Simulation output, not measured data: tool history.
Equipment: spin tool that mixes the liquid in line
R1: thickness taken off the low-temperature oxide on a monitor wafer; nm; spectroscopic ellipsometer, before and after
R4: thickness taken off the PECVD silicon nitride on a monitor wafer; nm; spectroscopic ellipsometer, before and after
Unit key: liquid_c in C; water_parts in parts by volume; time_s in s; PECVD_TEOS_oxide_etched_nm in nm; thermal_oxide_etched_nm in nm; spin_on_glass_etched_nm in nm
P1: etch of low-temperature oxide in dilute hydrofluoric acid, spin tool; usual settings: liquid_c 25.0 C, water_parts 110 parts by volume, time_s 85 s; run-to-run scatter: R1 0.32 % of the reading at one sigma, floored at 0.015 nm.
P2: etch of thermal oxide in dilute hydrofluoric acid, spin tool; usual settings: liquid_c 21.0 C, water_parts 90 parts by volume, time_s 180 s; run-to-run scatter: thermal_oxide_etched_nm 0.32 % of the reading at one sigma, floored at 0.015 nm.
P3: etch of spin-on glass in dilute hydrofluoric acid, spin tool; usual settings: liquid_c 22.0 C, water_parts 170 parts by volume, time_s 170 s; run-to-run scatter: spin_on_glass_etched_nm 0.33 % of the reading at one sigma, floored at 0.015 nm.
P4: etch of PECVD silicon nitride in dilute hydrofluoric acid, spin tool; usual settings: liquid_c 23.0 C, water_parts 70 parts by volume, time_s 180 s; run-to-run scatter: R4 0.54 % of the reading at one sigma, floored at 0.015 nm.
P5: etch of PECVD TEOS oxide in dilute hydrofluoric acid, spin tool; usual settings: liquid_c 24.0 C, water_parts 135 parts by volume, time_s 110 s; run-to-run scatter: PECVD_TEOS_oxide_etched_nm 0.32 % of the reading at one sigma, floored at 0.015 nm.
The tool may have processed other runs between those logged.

Run 1, day 0.221: process P1, liquid_c 25.0 C, water_parts 110 parts by volume, time_s 85 s. Result: R1 27.3100 nm.
Run 2, day 0.400: process P5, liquid_c 24.0 C, water_parts 35 parts by volume, time_s 110 s. Result: PECVD_TEOS_oxide_etched_nm 97.107 nm.
Run 3, day 0.596: process P2, liquid_c 17.0 C, water_parts 90 parts by volume, time_s 180 s. Result: thermal_oxide_etched_nm 7.0687 nm.
Run 4, day 0.846: process P5, liquid_c 24.0 C, water_parts 135 parts by volume, time_s 55 s. Result: PECVD_TEOS_oxide_etched_nm 11.103 nm.
Run 5, day 0.967: process P2, liquid_c 21.0 C, water_parts 90 parts by volume, time_s 315 s. Result: thermal_oxide_etched_nm 14.5850 nm.
Run 6, day 1.100: process P1, liquid_c 25.0 C, water_parts 45 parts by volume, time_s 85 s. Result: R1 72.4880 nm.
Run 7, day 1.312: process P1, liquid_c 25.0 C, water_parts 110 parts by volume, time_s 85 s. Result: R1 27.3340 nm.
Run 8, day 1.442: process P4, liquid_c 23.0 C, water_parts 110 parts by volume, time_s 180 s. Result: R4 4.0509 nm.
Run 9, day 1.646: process P3, liquid_c 22.0 C, water_parts 170 parts by volume, time_s 50 s. Result: spin_on_glass_etched_nm 11.676 nm.
Run 10, day 1.888: process P4, liquid_c 23.0 C, water_parts 70 parts by volume, time_s 40 s. Result: R4 1.3974 nm.
Run 11, day 2.100: process P1, liquid_c 25.0 C, water_parts 110 parts by volume, time_s 85 s. Result: R1 27.5300 nm.
Run 12, day 2.358: process P1, liquid_c 32.5 C, water_parts 110 parts by volume, time_s 135 s. Result: R1 57.7530 nm.
Run 13, day 2.579: process P2, liquid_c 21.0 C, water_parts 90 parts by volume, time_s 180 s. Result: thermal_oxide_etched_nm 8.3264 nm.
Run 14, day 2.850: process P1, liquid_c 25.0 C, water_parts 110 parts by volume, time_s 145 s. Result: R1 46.8170 nm.
Run 15, day 2.996: process P1, liquid_c 19.5 C, water_parts 110 parts by volume, time_s 85 s. Result: R1 21.9100 nm.
Run 16, day 3.271: process P4, liquid_c 23.0 C, water_parts 70 parts by volume, time_s 180 s. Result: R4 6.3173 nm.
Run 17, day 3.462: process P1, liquid_c 29.0 C, water_parts 110 parts by volume, time_s 85 s. Result: R1 31.9930 nm.
Run 18, day 3.583: process P3, liquid_c 22.0 C, water_parts 45 parts by volume, time_s 170 s. Result: spin_on_glass_etched_nm 174.700 nm.
Run 19, day 3.838: process P3, liquid_c 17.0 C, water_parts 170 parts by volume, time_s 170 s. Result: spin_on_glass_etched_nm 32.819 nm.
Run 20, day 4.021: process P1, liquid_c 25.0 C, water_parts 110 parts by volume, time_s 85 s. Result: R1 27.4680 nm.
Run 21, day 4.275: process P1, liquid_c 25.0 C, water_parts 110 parts by volume, time_s 25 s. Result: R1 8.0328 nm.
Run 22, day 4.433: process P5, liquid_c 24.0 C, water_parts 135 parts by volume, time_s 110 s. Result: PECVD_TEOS_oxide_etched_nm 22.292 nm.
Run 23, day 4.588: process P4, liquid_c 27.5 C, water_parts 70 parts by volume, time_s 180 s. Result: R4 8.4952 nm.
Run 24, day 4.729: process P2, liquid_c 21.0 C, water_parts 45 parts by volume, time_s 180 s. Result: thermal_oxide_etched_nm 17.7290 nm.
Run 25, day 4.904: process P1, liquid_c 25.0 C, water_parts 110 parts by volume, time_s 85 s. Result: R1 27.2870 nm.
Run 26, day 5.104: process P1, liquid_c 25.0 C, water_parts 190 parts by volume, time_s 85 s. Result: R1 14.4190 nm.
Run 27, day 5.242: process P5, liquid_c 30.0 C, water_parts 135 parts by volume, time_s 110 s. Result: PECVD_TEOS_oxide_etched_nm 27.641 nm.
Run 28, day 5.512: process P1, liquid_c 25.0 C, water_parts 110 parts by volume, time_s 85 s. Result: R1 27.4120 nm.
Run 29, day 5.767: process P3, liquid_c 22.0 C, water_parts 170 parts by volume, time_s 170 s. Result: spin_on_glass_etched_nm 39.945 nm.
Run 30, day 5.912: process P1, liquid_c 25.0 C, water_parts 110 parts by volume, time_s 85 s. Result: R1 27.3270 nm.
Run 31, day 6.154: process P1, liquid_c 25.0 C, water_parts 110 parts by volume, time_s 85 s. Result: R1 27.3470 nm.
Run 32, day 6.404: process P1, liquid_c 25.0 C, water_parts 110 parts by volume, time_s 85 s. Result: R1 26.4130 nm.
Run 33, day 6.538: process P1, liquid_c 25.0 C, water_parts 110 parts by volume, time_s 85 s. Result: R1 26.0460 nm.
Run 34, day 6.754: process P1, liquid_c 25.0 C, water_parts 110 parts by volume, time_s 85 s. Result: R1 25.8740 nm.
Run 35, day 6.904: process P1, liquid_c 25.0 C, water_parts 110 parts by volume, time_s 85 s. Result: R1 25.8670 nm.
Run 36, day 7.038: process P1, liquid_c 25.0 C, water_parts 110 parts by volume, time_s 85 s. Result: R1 25.8310 nm.
Run 37, day 7.258: process P1, liquid_c 25.0 C, water_parts 110 parts by volume, time_s 85 s. Result: R1 25.5620 nm.

P1 no longer gives what it gave before; its output has crept away from where it was. The following 2 causes, each at its listed size, fit the log equally well:
A: liquid colder than its thermometer reads (K) = 1.6
B: hydrofluoric acid flow below the setpoint (%) = 5.36
The creep began at about day 6.154.

Listed below are the offered check runs, one wafer per run, with question marks in place of results. For which of them would the causes give clearly different outcomes?
Run check 1, day 7.479: process P5, liquid_c 24.0 C, water_parts 75 parts by volume, time_s 65 s. Result: PECVD_TEOS_oxide_etched_nm ?.
Run check 2, day 7.479: process P3, liquid_c 17.0 C, water_parts 170 parts by volume, time_s 55 s. Result: spin_on_glass_etched_nm ?.
Run check 3, day 7.479: process P2, liquid_c 21.0 C, water_parts 60 parts by volume, time_s 280 s. Result: thermal_oxide_etched_nm ?.
Run check 4, day 7.479: process P4, liquid_c 23.0 C, water_parts 105 parts by volume, time_s 180 s. Result: R4 ?.

What every check run would give for each of its results, assuming each possible cause in turn:
  check                      result     if A     if B
check 1  PECVD_TEOS_oxide_etched_nm   23.850   23.958
check 2     spin_on_glass_etched_nm   9.9314   9.9436
check 3     thermal_oxide_etched_nm  18.8520  19.0060
check 4                          R4   3.7884   3.9926
Distance between the nearest two causes, measured in the result of the check that separates them most: check 1 0.45 %; check 2 0.12 %; check 3 0.81 %; check 4 5.25 %
Check 4 tells the causes apart: in the others they would give nearly the same result.

The results of check 4 are: R4 3.9646 nm. Based on these, which of the listed causes is it?

The cause is B: hydrofluoric acid flow below the setpoint (%).
